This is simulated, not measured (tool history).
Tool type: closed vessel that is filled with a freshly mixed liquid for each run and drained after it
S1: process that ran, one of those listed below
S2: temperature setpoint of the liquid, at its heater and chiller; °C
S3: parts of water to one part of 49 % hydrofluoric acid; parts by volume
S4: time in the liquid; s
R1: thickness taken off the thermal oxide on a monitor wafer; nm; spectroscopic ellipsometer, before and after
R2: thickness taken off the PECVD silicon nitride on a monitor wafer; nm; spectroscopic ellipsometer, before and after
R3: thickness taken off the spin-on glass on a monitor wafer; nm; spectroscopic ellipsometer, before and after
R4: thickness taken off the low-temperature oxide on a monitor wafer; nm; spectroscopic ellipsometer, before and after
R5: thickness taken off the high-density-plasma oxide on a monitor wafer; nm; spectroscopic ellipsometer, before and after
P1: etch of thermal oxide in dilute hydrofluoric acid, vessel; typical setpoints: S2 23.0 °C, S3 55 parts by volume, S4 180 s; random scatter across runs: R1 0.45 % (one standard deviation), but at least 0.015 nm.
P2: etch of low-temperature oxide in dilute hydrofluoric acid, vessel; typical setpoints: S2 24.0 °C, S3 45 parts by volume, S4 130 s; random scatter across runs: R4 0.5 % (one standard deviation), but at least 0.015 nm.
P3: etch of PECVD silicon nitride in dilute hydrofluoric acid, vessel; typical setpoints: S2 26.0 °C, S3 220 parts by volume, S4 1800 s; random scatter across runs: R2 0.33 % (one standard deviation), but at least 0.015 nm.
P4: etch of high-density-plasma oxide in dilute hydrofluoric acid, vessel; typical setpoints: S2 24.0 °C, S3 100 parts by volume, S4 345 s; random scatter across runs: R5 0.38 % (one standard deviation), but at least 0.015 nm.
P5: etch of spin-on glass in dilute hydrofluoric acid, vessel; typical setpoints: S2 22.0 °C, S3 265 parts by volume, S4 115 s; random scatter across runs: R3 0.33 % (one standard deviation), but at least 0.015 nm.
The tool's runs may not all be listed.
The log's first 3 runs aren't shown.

run,day,S1,S2,S3,S4,R1,R2,R3,R4,R5
4,1.442,P1,23.0,75,50,3.3560,,,,
5,1.862,P2,17.0,45,130,,,,43.187,
6,2.312,P3,26.0,75,1800,,63.557,,,
7,2.583,P1,23.0,55,180,16.8490,,,,
8,3.012,P1,23.0,55,180,16.9300,,,,
9,3.446,P5,22.0,65,115,,,55.8610,,
10,3.925,P4,24.0,50,345,,,,,48.194
11,4.350,P1,23.0,55,180,16.8780,,,,
12,4.833,P2,24.0,45,130,,,,57.886,
13,5.117,P4,24.0,100,345,,,,,22.523
14,5.538,P1,23.0,55,30,2.8446,,,,
15,5.829,P3,26.0,220,1800,,21.807,,,
16,6.050,P4,32.0,100,345,,,,,30.946
17,6.521,P4,24.0,100,195,,,,,12.701
18,6.921,P5,17.0,265,115,,,9.1236,,
19,7.146,P1,30.5,55,180,22.6560,,,,
20,7.625,P5,22.0,265,115,,,10.9880,,
21,8.025,P1,23.0,100,180,8.6775,,,,

The next listed run, before its measurement:
22,8.308,P1,23.0,55,180,?,,,,

Logged for run 22: R1 16.8340 nm.

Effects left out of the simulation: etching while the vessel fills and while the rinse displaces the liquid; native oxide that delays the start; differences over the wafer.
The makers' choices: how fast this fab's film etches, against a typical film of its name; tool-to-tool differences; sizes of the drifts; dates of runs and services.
